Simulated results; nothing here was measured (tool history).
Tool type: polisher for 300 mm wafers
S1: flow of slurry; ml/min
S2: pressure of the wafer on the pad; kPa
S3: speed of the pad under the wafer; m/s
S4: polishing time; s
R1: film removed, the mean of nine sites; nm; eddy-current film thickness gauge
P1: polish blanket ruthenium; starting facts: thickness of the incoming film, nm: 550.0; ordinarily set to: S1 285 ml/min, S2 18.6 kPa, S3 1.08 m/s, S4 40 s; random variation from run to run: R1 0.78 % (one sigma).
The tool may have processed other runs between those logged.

{"run": 1, "hour": 11.4, "S1": 285, "S2": 18.6, "S3": 1.08, "S4": 40, "R1": 63.79}
{"run": 2, "hour": 25.8, "S1": 285, "S2": 18.6, "S3": 1.08, "S4": 18, "R1": 29.079}
{"run": 3, "hour": 34.9, "S1": 285, "S2": 26.2, "S3": 1.08, "S4": 29, "R1": 65.881}
{"run": 4, "hour": 44.1, "S1": 285, "S2": 18.6, "S3": 1.08, "S4": 40, "R1": 63.651}
{"run": 5, "hour": 57.1, "S1": 285, "S2": 18.6, "S3": 1.08, "S4": 40, "R1": 63.195}
{"hour": 63.4, "done": "slurry nozzle cleaned"}
{"run": 6, "hour": 67.2, "S1": 365, "S2": 18.6, "S3": 1.08, "S4": 40, "R1": 65.328}
{"run": 7, "hour": 77.9, "S1": 285, "S2": 24.1, "S3": 1.08, "S4": 40, "R1": 82.684}
{"run": 8, "hour": 89.3, "S1": 285, "S2": 18.6, "S3": 1.08, "S4": 40, "R1": 64.915}
{"run": 9, "hour": 101.6, "S1": 170, "S2": 18.6, "S3": 1.08, "S4": 40, "R1": 60.323}
{"hour": 106.9, "done": "head pressure recalibrated"}
{"run": 10, "hour": 111.0, "S1": 285, "S2": 9.0, "S3": 1.08, "S4": 40, "R1": 31.025}
{"run": 11, "hour": 118.8, "S1": 285, "S2": 18.6, "S3": 0.7, "S4": 40, "R1": 41.901}
{"run": 12, "hour": 130.0, "S1": 285, "S2": 18.6, "S3": 1.62, "S4": 40, "R1": 96.072}
{"run": 13, "hour": 138.3, "S1": 285, "S2": 18.6, "S3": 1.08, "S4": 58, "R1": 92.667}
{"run": 14, "hour": 150.0, "S1": 285, "S2": 18.6, "S3": 1.08, "S4": 40, "R1": 64.353}
{"run": 15, "hour": 160.1, "S1": 285, "S2": 18.6, "S3": 1.08, "S4": 40, "R1": 64.005}
{"run": 16, "hour": 166.8, "S1": 285, "S2": 18.6, "S3": 1.08, "S4": 40, "R1": 64.501}
{"run": 17, "hour": 176.1, "S1": 285, "S2": 18.6, "S3": 1.08, "S4": 40, "R1": 63.719}
{"run": 18, "hour": 184.5, "S1": 285, "S2": 18.6, "S3": 1.08, "S4": 40, "R1": 62.484}
{"hour": 195.3, "done": "worn pad replaced by a new one"}
{"run": 19, "hour": 198.5, "S1": 285, "S2": 18.6, "S3": 1.08, "S4": 40, "R1": 62.6}
{"run": 20, "hour": 209.8, "S1": 285, "S2": 18.6, "S3": 1.08, "S4": 40, "R1": 62.013}
{"run": 21, "hour": 220.6, "S1": 285, "S2": 18.6, "S3": 1.08, "S4": 40, "R1": 61.341}
{"run": 22, "hour": 234.1, "S1": 285, "S2": 18.6, "S3": 1.08, "S4": 40, "R1": 61.171}
{"run": 23, "hour": 244.0, "S1": 285, "S2": 18.6, "S3": 1.08, "S4": 40, "R1": 61.154}
{"run": 24, "hour": 250.9, "S1": 285, "S2": 18.6, "S3": 1.08, "S4": 40, "R1": 60.915}

What P1 gives has crept away from where it was. These 2 causes fit the log equally well, each at the size given:
A: head's pressure below its setpoint, % = 4.76
B: slurry flow missing at the pad, % = 34.4
The onset of the drift is placed at about hour 160.1.
Other possible causes, and why each is ruled out:
removal rate lost through wear of the pad, %: serviced at hour 195.3, which brought nothing back

Which of the check runs below tells the causes apart, meaning the causes would give it clearly different results? Each run uses 5 wafers whose results are averaged, and each result is shown as a question mark.
{"run": "check 1", "hour": 257.8, "S1": 170, "S2": 18.6, "S3": 1.08, "S4": 20, "R1": "?"}
{"run": "check 2", "hour": 257.8, "S1": 285, "S2": 12.4, "S3": 1.08, "S4": 40, "R1": "?"}
{"run": "check 3", "hour": 257.8, "S1": 285, "S2": 9.0, "S3": 1.08, "S4": 56, "R1": "?"}
{"run": "check 4", "hour": 257.8, "S1": 285, "S2": 18.6, "S3": 1.4, "S4": 26, "R1": "?"}

What each check would give under each cause:
check=check_1 result=R1 if_A=28.733 if_B=27.877
check=check_2 result=R1 if_A=40.792 if_B=40.790
check=check_3 result=R1 if_A=41.245 if_B=41.243
check=check_4 result=R1 if_A=51.556 if_B=51.554
Gap, in per cent, between the two causes that each check separates least, read from the result that separates them most: check 1 3.02 %; check 2 0 %; check 3 0 %; check 4 0 %
Of the check runs offered, only check 1 discriminates between the causes; the rest would read about the same regardless of which cause applies.

After running check 1, the following was obtained: R1 27.909 nm. Which cause does this point to?

The correct cause is B, namely: slurry flow missing at the pad, %.
